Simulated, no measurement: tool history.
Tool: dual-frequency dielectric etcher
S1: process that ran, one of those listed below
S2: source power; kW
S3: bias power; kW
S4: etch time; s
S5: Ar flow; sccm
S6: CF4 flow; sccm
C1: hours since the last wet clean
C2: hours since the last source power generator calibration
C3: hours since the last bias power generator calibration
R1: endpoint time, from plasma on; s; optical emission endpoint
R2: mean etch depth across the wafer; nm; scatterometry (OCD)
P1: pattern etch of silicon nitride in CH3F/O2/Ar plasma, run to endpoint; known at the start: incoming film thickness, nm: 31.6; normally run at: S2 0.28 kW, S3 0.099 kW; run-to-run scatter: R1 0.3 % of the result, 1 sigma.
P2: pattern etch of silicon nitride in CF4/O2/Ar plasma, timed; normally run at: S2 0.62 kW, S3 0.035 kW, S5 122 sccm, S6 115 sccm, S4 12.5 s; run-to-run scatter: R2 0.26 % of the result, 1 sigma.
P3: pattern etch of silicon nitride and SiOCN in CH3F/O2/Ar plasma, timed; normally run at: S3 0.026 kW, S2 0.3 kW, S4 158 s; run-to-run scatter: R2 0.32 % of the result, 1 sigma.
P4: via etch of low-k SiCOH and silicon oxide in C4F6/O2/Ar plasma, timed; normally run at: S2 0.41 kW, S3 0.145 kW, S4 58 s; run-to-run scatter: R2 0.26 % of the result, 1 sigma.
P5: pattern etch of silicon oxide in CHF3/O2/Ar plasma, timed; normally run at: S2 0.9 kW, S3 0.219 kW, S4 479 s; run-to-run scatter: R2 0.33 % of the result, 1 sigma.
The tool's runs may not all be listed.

{"run": 1, "hour": 6.8, "S1": "P1", "S2": 0.28, "S3": 0.099, "C1": 116.1, "C2": 2429, "C3": 454.5, "R1": 46.194}
{"run": 2, "hour": 11.6, "S1": "P5", "S2": 0.9, "S3": 0.219, "S4": 479, "C1": 120.9, "C2": 2433.8, "C3": 459.3, "R2": 1143.3}
{"run": 3, "hour": 16.1, "S1": "P2", "S2": 0.62, "S3": 0.022, "S4": 12.5, "S5": 122, "S6": 115, "C1": 125.4, "C2": 2438.3, "C3": 463.8, "R2": 21.54}
{"run": 4, "hour": 21.4, "S1": "P3", "S2": 0.3, "S3": 0.026, "S4": 158, "C1": 130.7, "C2": 2443.6, "C3": 469.1, "R2": 21.289}
{"run": 5, "hour": 28.0, "S1": "P1", "S2": 0.18, "S3": 0.122, "C1": 137.3, "C2": 2450.2, "C3": 475.7, "R1": 50.06}
{"run": 6, "hour": 35.4, "S1": "P5", "S2": 0.9, "S3": 0.129, "S4": 479, "C1": 144.7, "C2": 2457.6, "C3": 483.1, "R2": 956.88}
{"run": 7, "hour": 42.9, "S1": "P3", "S2": 0.3, "S3": 0.026, "S4": 232, "C1": 152.2, "C2": 2465.1, "C3": 490.6, "R2": 31.325}
{"run": 8, "hour": 49.4, "S1": "P2", "S2": 0.62, "S3": 0.035, "S4": 17, "S5": 122, "S6": 115, "C1": 158.7, "C2": 2471.6, "C3": 497.1, "R2": 33.99}
{"run": 9, "hour": 56.6, "S1": "P1", "S2": 0.33, "S3": 0.099, "C1": 165.9, "C2": 2478.8, "C3": 504.3, "R1": 43.387}
{"run": 10, "hour": 61.1, "S1": "P4", "S2": 0.41, "S3": 0.145, "S4": 45, "C1": 170.4, "C2": 2483.3, "C3": 508.8, "R2": 123.05}
{"run": 11, "hour": 66.4, "S1": "P1", "S2": 0.28, "S3": 0.099, "C1": 175.7, "C2": 2488.6, "C3": 514.1, "R1": 45.992}
{"run": 12, "hour": 73.1, "S1": "P2", "S2": 0.86, "S3": 0.035, "S4": 12.5, "S5": 122, "S6": 115, "C1": 182.4, "C2": 2495.3, "C3": 520.8, "R2": 33.114}
{"run": 13, "hour": 77.7, "S1": "P1", "S2": 0.28, "S3": 0.099, "C1": 187, "C2": 2499.9, "C3": 525.4, "R1": 46.138}
{"run": 14, "hour": 83.9, "S1": "P2", "S2": 0.62, "S3": 0.035, "S4": 12.5, "S5": 78, "S6": 115, "C1": 193.2, "C2": 2506.1, "C3": 531.6, "R2": 26.477}
{"run": 15, "hour": 91.7, "S1": "P1", "S2": 0.28, "S3": 0.129, "C1": 201, "C2": 2513.9, "C3": 539.4, "R1": 41.567}
{"run": 16, "hour": 98.6, "S1": "P5", "S2": 0.9, "S3": 0.219, "S4": 479, "C1": 207.9, "C2": 2520.8, "C3": 546.3, "R2": 1138.1}
{"run": 17, "hour": 103.2, "S1": "P1", "S2": 0.28, "S3": 0.065, "C1": 212.5, "C2": 2525.4, "C3": 550.9, "R1": 53.563}
{"run": 18, "hour": 107.3, "S1": "P1", "S2": 0.28, "S3": 0.099, "C1": 216.6, "C2": 2529.5, "C3": 555, "R1": 46.317}
{"run": 19, "hour": 111.8, "S1": "P4", "S2": 0.41, "S3": 0.202, "S4": 58, "C1": 221.1, "C2": 2534, "C3": 559.5, "R2": 175.03}
{"run": 20, "hour": 115.4, "S1": "P1", "S2": 0.22, "S3": 0.132, "C1": 224.7, "C2": 2537.6, "C3": 563.1, "R1": 44.966}
{"run": 21, "hour": 120.0, "S1": "P1", "S2": 0.28, "S3": 0.099, "C1": 229.3, "C2": 2542.2, "C3": 567.7, "R1": 46.042}
{"run": 22, "hour": 123.8, "S1": "P2", "S2": 0.62, "S3": 0.035, "S4": 12.5, "S5": 122, "S6": 115, "C1": 233.1, "C2": 2546, "C3": 571.5, "R2": 24.986}
{"run": 23, "hour": 129.8, "S1": "P2", "S2": 0.62, "S3": 0.035, "S4": 12.5, "S5": 122, "S6": 159, "C1": 239.1, "C2": 2552, "C3": 577.5, "R2": 26.147}
{"run": 24, "hour": 133.7, "S1": "P5", "S2": 1.22, "S3": 0.219, "S4": 479, "C1": 243, "C2": 2555.9, "C3": 581.4, "R2": 1270.1}
{"run": 25, "hour": 138.4, "S1": "P5", "S2": 0.9, "S3": 0.219, "S4": 590, "C1": 247.7, "C2": 2560.6, "C3": 586.1, "R2": 1408.8}
{"run": 26, "hour": 144.5, "S1": "P3", "S2": 0.3, "S3": 0.035, "S4": 158, "C1": 253.8, "C2": 2566.7, "C3": 592.2, "R2": 24.477}
{"run": 27, "hour": 149.3, "S1": "P4", "S2": 0.56, "S3": 0.145, "S4": 58, "C1": 258.6, "C2": 2571.5, "C3": 597, "R2": 179.1}
{"run": 28, "hour": 156.0, "S1": "P4", "S2": 0.41, "S3": 0.145, "S4": 58, "C1": 265.3, "C2": 2578.2, "C3": 603.7, "R2": 158.04}
{"hour": 157.9, "done": "source power generator calibrated"}
{"run": 29, "hour": 159.4, "S1": "P1", "S2": 0.21, "S3": 0.099, "C1": 268.7, "C2": 1.6, "C3": 607.1, "R1": 51.033}
{"run": 30, "hour": 166.5, "S1": "P1", "S2": 0.28, "S3": 0.099, "C1": 275.8, "C2": 8.7, "C3": 614.2, "R1": 46.128}
{"run": 31, "hour": 174.2, "S1": "P3", "S2": 0.43, "S3": 0.026, "S4": 158, "C1": 283.5, "C2": 16.4, "C3": 621.9, "R2": 24.154}
{"run": 32, "hour": 178.4, "S1": "P1", "S2": 0.28, "S3": 0.099, "C1": 287.7, "C2": 20.6, "C3": 626.1, "R1": 45.858}
{"run": 33, "hour": 183.2, "S1": "P1", "S2": 0.28, "S3": 0.099, "C1": 292.5, "C2": 25.4, "C3": 630.9, "R1": 46.268}
{"run": 34, "hour": 188.0, "S1": "P1", "S2": 0.28, "S3": 0.099, "C1": 297.3, "C2": 30.2, "C3": 635.7, "R1": 46.598}
{"run": 35, "hour": 194.5, "S1": "P1", "S2": 0.28, "S3": 0.099, "C1": 303.8, "C2": 36.7, "C3": 642.2, "R1": 46.641}
{"run": 36, "hour": 199.2, "S1": "P1", "S2": 0.28, "S3": 0.099, "C1": 308.5, "C2": 41.4, "C3": 646.9, "R1": 46.498}
{"run": 37, "hour": 202.7, "S1": "P1", "S2": 0.28, "S3": 0.099, "C1": 312, "C2": 44.9, "C3": 650.4, "R1": 46.748}
{"hour": 202.8, "done": "wet clean of the chamber"}
{"run": 38, "hour": 208.3, "S1": "P1", "S2": 0.28, "S3": 0.099, "C1": 5.6, "C2": 50.5, "C3": 656, "R1": 46.835}
{"run": 39, "hour": 212.6, "S1": "P1", "S2": 0.28, "S3": 0.099, "C1": 9.9, "C2": 54.8, "C3": 660.3, "R1": 46.923}

What P1 gives has crept away from where it was. These 2 causes fit the log equally well, each at the size given:
A: bias power that arrives under what is set, % = 3.97
B: source power that arrives under what is set, % = 4.01
The creep began at about hour 183.2.
Why every other cause is out:
chamber walls in a state that lowers the etch rate, %: serviced at hour 202.8, which brought nothing back

4 check runs are offered, one wafer each, their results left as question marks. Which one tells the causes apart?
{"run": "check 1", "hour": 216.9, "S1": "P3", "S2": 0.42, "S3": 0.026, "S4": 228, "R2": "?"}
{"run": "check 2", "hour": 216.9, "S1": "P4", "S2": 0.55, "S3": 0.145, "S4": 58, "R2": "?"}
{"run": "check 3", "hour": 216.9, "S1": "P5", "S2": 0.9, "S3": 0.133, "S4": 568.5, "R2": "?"}
{"run": "check 4", "hour": 216.9, "S1": "P2", "S2": 0.62, "S3": 0.026, "S4": 12.5, "S5": 122, "S6": 115, "R2": "?"}

What each check would give under each cause:
check=check_1 result=R2 if_A=33.852 if_B=34.003
check=check_2 result=R2 if_A=175.56 if_B=174.78
check=check_3 result=R2 if_A=1137.9 if_B=1133.6
check=check_4 result=R2 if_A=22.35 if_B=21.822
How far apart the two closest causes lie, in the result that separates them most: check 1 0.45 %; check 2 0.45 %; check 3 0.38 %; check 4 2.39 %
Only check 4 tells the causes apart: in the others they would give nearly the same result.

Then check 4 was run and gave: R2 21.881 nm. Which cause is it?

It is B: source power that arrives under what is set, %.
